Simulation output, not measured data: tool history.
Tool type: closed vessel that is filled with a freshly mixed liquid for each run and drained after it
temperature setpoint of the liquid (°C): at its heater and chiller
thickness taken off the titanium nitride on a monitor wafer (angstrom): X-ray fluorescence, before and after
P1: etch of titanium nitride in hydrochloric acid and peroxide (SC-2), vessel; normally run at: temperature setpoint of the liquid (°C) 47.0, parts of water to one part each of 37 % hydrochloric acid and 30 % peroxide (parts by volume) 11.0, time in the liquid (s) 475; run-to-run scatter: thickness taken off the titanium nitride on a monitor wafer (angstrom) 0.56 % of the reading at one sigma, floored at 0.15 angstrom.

| run | hour | temperature setpoint of the liquid (°C) | parts of water to one part each of 37 % hydrochloric acid and 30 % peroxide (parts by volume) | time in the liquid (s) | hours since the thermometer was replaced | hours since the chemicals flow meter was replaced | hours since the drum of peroxide was connected | thickness taken off the titanium nitride on a monitor wafer (angstrom) |
|---|---|---|---|---|---|---|---|---|
| 1 | 9.2 | 47.0 | 11.0 | 475 | 1237.1 | 1077.5 | 887.8 | 64.7730 |
| 2 | 26.2 | 62.5 | 11.0 | 475 | 1254.1 | 1094.5 | 904.8 | 178.4100 |
| 3 | 41.8 | 35.0 | 11.0 | 475 | 1269.7 | 1110.1 | 920.4 | 27.5430 |
|  | 42.0 | chemicals flow meter replaced |
| 4 | 51.2 | 47.0 | 11.0 | 475 | 1279.1 | 9.2 | 929.8 | 65.2110 |
| 5 | 66.3 | 35.0 | 11.0 | 155 | 1294.2 | 24.3 | 944.9 | 9.0919 |
| 6 | 83.6 | 47.0 | 11.0 | 840 | 1311.5 | 41.6 | 962.2 | 115.2900 |
| 7 | 94.3 | 47.0 | 11.0 | 475 | 1322.2 | 52.3 | 972.9 | 64.8200 |
| 8 | 103.3 | 47.0 | 4.0 | 475 | 1331.2 | 61.3 | 981.9 | 141.1400 |
| 9 | 119.3 | 47.0 | 19.5 | 475 | 1347.2 | 77.3 | 997.9 | 39.4480 |
| 10 | 127.6 | 47.0 | 11.0 | 475 | 1355.5 | 85.6 | 1006.2 | 65.5390 |
| 11 | 140.4 | 47.0 | 11.0 | 85 | 1368.3 | 98.4 | 1019.0 | 11.7510 |
| 12 | 156.4 | 47.0 | 11.0 | 475 | 1384.3 | 114.4 | 1035.0 | 64.6360 |
| 13 | 167.4 | 47.0 | 11.0 | 475 | 1395.3 | 125.4 | 1046.0 | 66.7590 |

For run 14, what comes out?
| 14 | 178.2 | 47.0 | 11.0 | 475 | 1406.1 | 136.2 | 1056.8 | ? |

thickness taken off the titanium nitride on a monitor wafer (angstrom): 67.8040
